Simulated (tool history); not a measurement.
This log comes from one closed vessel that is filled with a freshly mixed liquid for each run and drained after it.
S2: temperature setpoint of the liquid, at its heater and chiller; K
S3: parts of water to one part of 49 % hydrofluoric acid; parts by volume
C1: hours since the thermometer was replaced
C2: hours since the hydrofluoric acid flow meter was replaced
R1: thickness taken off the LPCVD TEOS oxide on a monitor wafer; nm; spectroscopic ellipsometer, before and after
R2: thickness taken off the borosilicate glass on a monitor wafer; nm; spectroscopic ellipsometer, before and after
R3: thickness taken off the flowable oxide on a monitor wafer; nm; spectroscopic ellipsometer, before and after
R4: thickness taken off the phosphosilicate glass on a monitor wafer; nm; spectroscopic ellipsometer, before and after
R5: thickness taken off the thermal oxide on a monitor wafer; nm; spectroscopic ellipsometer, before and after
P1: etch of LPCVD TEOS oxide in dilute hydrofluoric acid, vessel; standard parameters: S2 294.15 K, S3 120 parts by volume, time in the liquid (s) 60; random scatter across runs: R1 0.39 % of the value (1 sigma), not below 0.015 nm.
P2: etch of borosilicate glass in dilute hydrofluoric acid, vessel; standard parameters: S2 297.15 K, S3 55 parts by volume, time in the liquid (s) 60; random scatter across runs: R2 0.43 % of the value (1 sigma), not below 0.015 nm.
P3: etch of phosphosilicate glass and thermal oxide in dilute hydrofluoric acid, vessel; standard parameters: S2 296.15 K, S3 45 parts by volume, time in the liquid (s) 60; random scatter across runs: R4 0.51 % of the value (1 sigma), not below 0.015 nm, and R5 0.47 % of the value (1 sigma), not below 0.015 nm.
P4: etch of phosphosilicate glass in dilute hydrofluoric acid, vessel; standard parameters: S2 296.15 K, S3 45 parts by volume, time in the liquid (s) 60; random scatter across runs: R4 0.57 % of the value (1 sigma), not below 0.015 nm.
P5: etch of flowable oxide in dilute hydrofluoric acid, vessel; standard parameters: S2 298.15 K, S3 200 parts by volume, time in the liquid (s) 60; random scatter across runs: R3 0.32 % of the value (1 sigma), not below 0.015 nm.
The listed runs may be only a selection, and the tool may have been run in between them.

{"run": 1, "hour": 6.2, "process that ran": "P1", "S2": 294.15, "S3": 120, "time in the liquid (s)": 60, "C1": 533.8, "C2": 584.3, "R1": 9.3546}
{"run": 2, "hour": 10.5, "process that ran": "P2", "S2": 297.15, "S3": 100, "time in the liquid (s)": 60, "C1": 538.1, "C2": 588.6, "R2": 15.461}
{"run": 3, "hour": 16.3, "process that ran": "P2", "S2": 297.15, "S3": 55, "time in the liquid (s)": 60, "C1": 543.9, "C2": 594.4, "R2": 29.717}
{"run": 4, "hour": 22.8, "process that ran": "P5", "S2": 298.15, "S3": 200, "time in the liquid (s)": 60, "C1": 550.4, "C2": 600.9, "R3": 14.484}
{"run": 5, "hour": 27.5, "process that ran": "P4", "S2": 296.15, "S3": 45, "time in the liquid (s)": 30, "C1": 555.1, "C2": 605.6, "R4": 42.782}
{"run": 6, "hour": 34.0, "process that ran": "P3", "S2": 296.15, "S3": 45, "time in the liquid (s)": 60, "C1": 561.6, "C2": 612.1, "R4": 100.32, "R5": 6.5985}
{"run": 7, "hour": 37.2, "process that ran": "P1", "S2": 294.15, "S3": 120, "time in the liquid (s)": 60, "C1": 564.8, "C2": 615.3, "R1": 9.3307}
{"run": 8, "hour": 41.5, "process that ran": "P1", "S2": 294.15, "S3": 120, "time in the liquid (s)": 60, "C1": 569.1, "C2": 619.6, "R1": 9.3218}
{"run": 9, "hour": 46.6, "process that ran": "P1", "S2": 301.15, "S3": 120, "time in the liquid (s)": 60, "C1": 574.2, "C2": 624.7, "R1": 12.264}
{"run": 10, "hour": 51.6, "process that ran": "P2", "S2": 292.65, "S3": 55, "time in the liquid (s)": 60, "C1": 579.2, "C2": 629.7, "R2": 24.431}
{"run": 11, "hour": 56.5, "process that ran": "P5", "S2": 298.15, "S3": 200, "time in the liquid (s)": 30, "C1": 584.1, "C2": 634.6, "R3": 7.2292}
{"run": 12, "hour": 59.7, "process that ran": "P1", "S2": 301.65, "S3": 180, "time in the liquid (s)": 60, "C1": 587.3, "C2": 637.8, "R1": 7.7611}
{"run": 13, "hour": 63.3, "process that ran": "P4", "S2": 302.65, "S3": 45, "time in the liquid (s)": 60, "C1": 590.9, "C2": 641.4, "R4": 109.86}
{"run": 14, "hour": 68.6, "process that ran": "P4", "S2": 296.15, "S3": 20, "time in the liquid (s)": 60, "C1": 596.2, "C2": 646.7, "R4": 197.75}
{"run": 15, "hour": 73.4, "process that ran": "P1", "S2": 294.15, "S3": 55, "time in the liquid (s)": 60, "C1": 601.0, "C2": 651.5, "R1": 22.04}
{"run": 16, "hour": 77.5, "process that ran": "P3", "S2": 296.15, "S3": 45, "time in the liquid (s)": 60, "C1": 605.1, "C2": 655.6, "R4": 97.805, "R5": 6.5891}
{"run": 17, "hour": 81.3, "process that ran": "P4", "S2": 296.15, "S3": 45, "time in the liquid (s)": 60, "C1": 608.9, "C2": 659.4, "R4": 84.989}
{"run": 18, "hour": 86.3, "process that ran": "P1", "S2": 290.15, "S3": 120, "time in the liquid (s)": 60, "C1": 613.9, "C2": 664.4, "R1": 7.9828}
{"run": 19, "hour": 89.7, "process that ran": "P3", "S2": 296.15, "S3": 45, "time in the liquid (s)": 30, "C1": 617.3, "C2": 667.8, "R4": 49.611, "R5": 3.2742}
{"run": 20, "hour": 96.7, "process that ran": "P1", "S2": 294.15, "S3": 120, "time in the liquid (s)": 60, "C1": 624.3, "C2": 674.8, "R1": 9.3599}
{"run": 21, "hour": 103.2, "process that ran": "P1", "S2": 294.15, "S3": 170, "time in the liquid (s)": 60, "C1": 630.8, "C2": 681.3, "R1": 6.267}
{"run": 22, "hour": 106.5, "process that ran": "P5", "S2": 298.15, "S3": 325, "time in the liquid (s)": 60, "C1": 634.1, "C2": 684.6, "R3": 7.823}
{"run": 23, "hour": 112.8, "process that ran": "P1", "S2": 294.15, "S3": 120, "time in the liquid (s)": 30, "C1": 640.4, "C2": 690.9, "R1": 4.6892}
{"run": 24, "hour": 119.3, "process that ran": "P1", "S2": 294.15, "S3": 120, "time in the liquid (s)": 60, "C1": 646.9, "C2": 697.4, "R1": 9.2571}
{"run": 25, "hour": 122.7, "process that ran": "P1", "S2": 294.15, "S3": 120, "time in the liquid (s)": 60, "C1": 650.3, "C2": 700.8, "R1": 9.3483}
{"run": 26, "hour": 129.2, "process that ran": "P5", "S2": 298.15, "S3": 200, "time in the liquid (s)": 60, "C1": 656.8, "C2": 707.3, "R3": 14.431}
{"run": 27, "hour": 133.8, "process that ran": "P2", "S2": 297.15, "S3": 55, "time in the liquid (s)": 115, "C1": 661.4, "C2": 711.9, "R2": 56.566}
{"run": 28, "hour": 138.3, "process that ran": "P3", "S2": 303.65, "S3": 45, "time in the liquid (s)": 60, "C1": 665.9, "C2": 716.4, "R4": 132.68, "R5": 9.0103}
{"run": 29, "hour": 144.6, "process that ran": "P3", "S2": 296.15, "S3": 65, "time in the liquid (s)": 60, "C1": 672.2, "C2": 722.7, "R4": 66.975, "R5": 4.4366}
{"run": 30, "hour": 151.2, "process that ran": "P5", "S2": 305.65, "S3": 200, "time in the liquid (s)": 60, "C1": 678.8, "C2": 729.3, "R3": 18.959}
{"run": 31, "hour": 157.2, "process that ran": "P1", "S2": 294.15, "S3": 120, "time in the liquid (s)": 95, "C1": 684.8, "C2": 735.3, "R1": 14.801}
{"run": 32, "hour": 163.6, "process that ran": "P4", "S2": 296.15, "S3": 45, "time in the liquid (s)": 60, "C1": 691.2, "C2": 741.7, "R4": 85.319}
{"run": 33, "hour": 167.7, "process that ran": "P1", "S2": 294.15, "S3": 120, "time in the liquid (s)": 60, "C1": 695.3, "C2": 745.8, "R1": 9.3162}
{"run": 34, "hour": 170.8, "process that ran": "P1", "S2": 294.15, "S3": 120, "time in the liquid (s)": 60, "C1": 698.4, "C2": 748.9, "R1": 9.1353}
{"run": 35, "hour": 175.3, "process that ran": "P1", "S2": 294.15, "S3": 120, "time in the liquid (s)": 60, "C1": 702.9, "C2": 753.4, "R1": 8.9938}
{"run": 36, "hour": 178.7, "process that ran": "P1", "S2": 294.15, "S3": 120, "time in the liquid (s)": 60, "C1": 706.3, "C2": 756.8, "R1": 8.8715}
{"run": 37, "hour": 184.2, "process that ran": "P1", "S2": 294.15, "S3": 120, "time in the liquid (s)": 60, "C1": 711.8, "C2": 762.3, "R1": 8.7087}
{"run": 38, "hour": 189.3, "process that ran": "P1", "S2": 294.15, "S3": 120, "time in the liquid (s)": 60, "C1": 716.9, "C2": 767.4, "R1": 8.6043}
{"run": 39, "hour": 192.8, "process that ran": "P1", "S2": 294.15, "S3": 120, "time in the liquid (s)": 60, "C1": 720.4, "C2": 770.9, "R1": 8.6474}
{"run": 40, "hour": 198.9, "process that ran": "P1", "S2": 294.15, "S3": 120, "time in the liquid (s)": 60, "C1": 726.5, "C2": 777.0, "R1": 8.6214}
{"run": 41, "hour": 203.2, "process that ran": "P1", "S2": 294.15, "S3": 120, "time in the liquid (s)": 60, "C1": 730.8, "C2": 781.3, "R1": 8.5971}
{"run": 42, "hour": 207.1, "process that ran": "P1", "S2": 294.15, "S3": 120, "time in the liquid (s)": 60, "C1": 734.7, "C2": 785.2, "R1": 8.6201}
{"run": 43, "hour": 212.9, "process that ran": "P1", "S2": 294.15, "S3": 120, "time in the liquid (s)": 60, "C1": 740.5, "C2": 791.0, "R1": 8.5529}

The output of P1 has drifted from where it used to be. Each of the 2 causes below, taken at the size shown beside it, accounts for the log equally well:
A: hydrofluoric acid flow below the setpoint (%) = 7.03
B: liquid colder than its thermometer reads (K) = 2.05
The process output started creeping at around hour 167.7.

Question marks stand in for the results of the 4 check runs listed below, each run on one wafer. Under which run would the listed causes show clearly different results?
{"run": "check 1", "hour": 218.7, "process that ran": "P5", "S2": 304.15, "S3": 310, "time in the liquid (s)": 60, "R3": "?"}
{"run": "check 2", "hour": 218.7, "process that ran": "P4", "S2": 301.65, "S3": 45, "time in the liquid (s)": 60, "R4": "?"}
{"run": "check 3", "hour": 218.7, "process that ran": "P3", "S2": 302.15, "S3": 45, "time in the liquid (s)": 60, "R4": "?", "R5": "?"}
{"run": "check 4", "hour": 218.7, "process that ran": "P2", "S2": 297.15, "S3": 55, "time in the liquid (s)": 115, "R2": "?"}

How each check would come out, cause by cause:
check=check_1 result=R3 if_A=9.2024 if_B=9.5110
check=check_2 result=R4 if_A=98.240 if_B=97.795
check=check_3 result=R4 if_A=116.750 if_B=116.260
check=check_3 result=R5 if_A=7.8233 if_B=7.7908
check=check_4 result=R2 if_A=52.538 if_B=52.205
Per check, the gap between the least separated pair of causes, taken in the result that splits them most: check 1 3.3 %; check 2 0.45 %; check 3 0.42 %; check 4 0.63 %
Of the check runs offered, only check 1 discriminates between the causes; the rest would read about the same regardless of which cause applies.

After running check 1, the following was obtained: R3 9.4419 nm. Which cause does this point to?

Of the candidate causes, it is B: liquid colder than its thermometer reads (K).
